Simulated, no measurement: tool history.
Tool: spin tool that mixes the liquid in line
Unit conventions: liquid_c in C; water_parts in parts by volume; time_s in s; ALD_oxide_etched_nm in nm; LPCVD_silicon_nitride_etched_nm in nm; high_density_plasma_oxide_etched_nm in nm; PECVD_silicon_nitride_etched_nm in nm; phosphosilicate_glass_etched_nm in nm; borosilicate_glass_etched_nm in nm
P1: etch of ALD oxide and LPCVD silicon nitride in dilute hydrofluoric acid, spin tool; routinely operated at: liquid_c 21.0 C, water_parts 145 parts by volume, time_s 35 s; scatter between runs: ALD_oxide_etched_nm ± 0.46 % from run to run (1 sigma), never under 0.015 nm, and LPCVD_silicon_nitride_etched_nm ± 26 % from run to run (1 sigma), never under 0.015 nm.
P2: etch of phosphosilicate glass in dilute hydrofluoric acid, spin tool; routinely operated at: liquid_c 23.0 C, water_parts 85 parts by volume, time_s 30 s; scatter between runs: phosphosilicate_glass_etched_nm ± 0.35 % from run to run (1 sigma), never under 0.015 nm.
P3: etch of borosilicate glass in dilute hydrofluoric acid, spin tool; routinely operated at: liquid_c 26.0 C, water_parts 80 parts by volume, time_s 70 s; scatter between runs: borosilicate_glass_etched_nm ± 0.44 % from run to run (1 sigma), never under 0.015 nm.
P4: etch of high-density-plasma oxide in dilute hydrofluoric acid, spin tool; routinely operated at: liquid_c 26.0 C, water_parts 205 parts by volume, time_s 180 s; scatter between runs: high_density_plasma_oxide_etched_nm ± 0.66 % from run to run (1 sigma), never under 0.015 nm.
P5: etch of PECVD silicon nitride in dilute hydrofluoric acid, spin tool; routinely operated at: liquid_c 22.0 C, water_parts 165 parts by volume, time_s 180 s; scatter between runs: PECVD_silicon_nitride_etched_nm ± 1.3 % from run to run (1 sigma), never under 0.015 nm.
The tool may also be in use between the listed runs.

run	hour	process	liquid_c	water_parts	time_s	hours since the thermometer was replaced	hours since the hydrofluoric acid flow meter was replaced	ALD_oxide_etched_nm	LPCVD_silicon_nitride_etched_nm	high_density_plasma_oxide_etched_nm	PECVD_silicon_nitride_etched_nm	phosphosilicate_glass_etched_nm	borosilicate_glass_etched_nm
1	5.2	P1	21.0	145	35	1391.0	234.9	4.9362	0.133300				
2	11.9	P1	21.0	145	35	1397.7	241.6	4.9669	0.162840				
3	18.1	P4	26.0	205	340	1403.9	247.8			7.5457			
4	24.6	P5	22.0	165	180	1410.4	254.3				1.7402		
5	30.9	P2	23.0	85	15	1416.7	260.6					10.532	
6	38.3	P2	31.5	85	30	1424.1	268.0					29.050	
7	46.4	P1	21.0	85	35	1432.2	276.1	9.0337	0.171010				
8	53.6	P5	22.0	165	180	1439.4	283.3				1.7213		
9	57.7	P1	21.0	145	35	1443.5	287.4	4.9662	0.102940				
10	63.6	P2	23.0	85	30	1449.4	293.3					20.928	
11	68.1	P5	22.0	165	295	1453.9	297.8				2.8493		
12	71.9	P1	26.5	145	35	1457.7	301.6	6.0384	0.193180				
13	77.5	P1	21.0	205	35	1463.3	307.2	3.2621	0.056181				
14	81.3	P1	21.0	145	35	1467.1	311.0	4.9574	0.130460				
15	85.1	P2	23.0	20	30	1470.9	314.8					97.298	
# hour 88.4: hydrofluoric acid flow meter replaced
16	90.8	P3	26.0	80	15	1476.6	2.4						4.5585
17	99.1	P4	18.5	205	180	1484.9	10.7			3.0478			
18	105.7	P3	31.0	80	70	1491.5	17.3						26.0260
19	110.1	P4	26.0	50	180	1495.9	21.7			19.8940			
20	114.6	P1	21.0	145	35	1500.4	26.2	4.9128	0.106340				
21	119.7	P5	22.0	275	180	1505.5	31.3				1.0709		
22	126.9	P1	17.0	145	35	1512.7	38.5	4.1748	0.116540				
23	134.8	P5	17.0	165	180	1520.6	46.4				1.2196		
24	141.3	P4	26.0	205	180	1527.1	52.9			4.0218			
25	148.5	P1	21.0	145	15	1534.3	60.1	2.1269	0.014016				
26	155.7	P3	26.0	80	70	1541.5	67.3						21.3770
27	162.9	P3	26.0	80	70	1548.7	74.5						21.2400
28	166.8	P1	21.0	145	65	1552.6	78.4	9.1287	0.103030				
29	171.9	P1	26.5	205	35	1557.7	83.5	3.9898	0.024627				
30	177.5	P3	26.0	120	70	1563.3	89.1						13.4840
31	183.8	P1	21.0	145	35	1569.6	95.4	4.8913	0.062211				
32	190.6	P1	21.0	145	35	1576.4	102.2	4.7611	0.148640				
33	196.9	P1	21.0	145	35	1582.7	108.5	4.7277	0.123640				
34	205.0	P1	21.0	145	35	1590.8	116.6	4.5939	0.088141				
35	213.2	P1	21.0	145	35	1599.0	124.8	4.5471	0.086497				
36	219.4	P1	21.0	145	35	1605.2	131.0	4.5252	0.086669				
37	227.6	P1	21.0	145	35	1613.4	139.2	4.5692	0.139190				
38	235.7	P1	21.0	145	35	1621.5	147.3	4.5194	0.124400				
39	240.9	P1	21.0	145	35	1626.7	152.5	4.4805	0.110550				

The log shows P1 creeping away from where it was. Any of the 2 causes listed here, at the size stated for it, fits the log just as well as the others:
A: hydrofluoric acid flow below the setpoint (%) = 7.09
B: liquid colder than its thermometer reads (K) = 2.14
Onset of the creep was near hour 183.8.

Consider the 4 check runs below, whose results appear as question marks and each of which averages 2 wafers. Which one distinguishes the causes, in that each cause would give it a clearly different result?
check 1	246.1	P5	17.5	165	290						?		
check 2	246.1	P2	26.5	85	15							?	
check 3	246.1	P3	26.0	115	70								?
check 4	246.1	P4	26.0	85	180					?			

Expected result of each check under each candidate cause:
check	result	if A	if B
check 1	PECVD_silicon_nitride_etched_nm	1.9126	1.7728
check 2	phosphosilicate_glass_etched_nm	11.103	11.075
check 3	borosilicate_glass_etched_nm	13.0640	13.0830
check 4	high_density_plasma_oxide_etched_nm	10.3310	10.3010
Separation of the two closest causes in each check, using whichever result separates them best: check 1 7.59 %; check 2 0.25 %; check 3 0.14 %; check 4 0.29 %
The other checks would show nearly matching results whichever cause is true, so check 1 is the only one that separates the causes.

With check 1 done, the readings were: PECVD_silicon_nitride_etched_nm 1.8882 nm. Identify which of the listed causes applies.

The cause is A: hydrofluoric acid flow below the setpoint (%).

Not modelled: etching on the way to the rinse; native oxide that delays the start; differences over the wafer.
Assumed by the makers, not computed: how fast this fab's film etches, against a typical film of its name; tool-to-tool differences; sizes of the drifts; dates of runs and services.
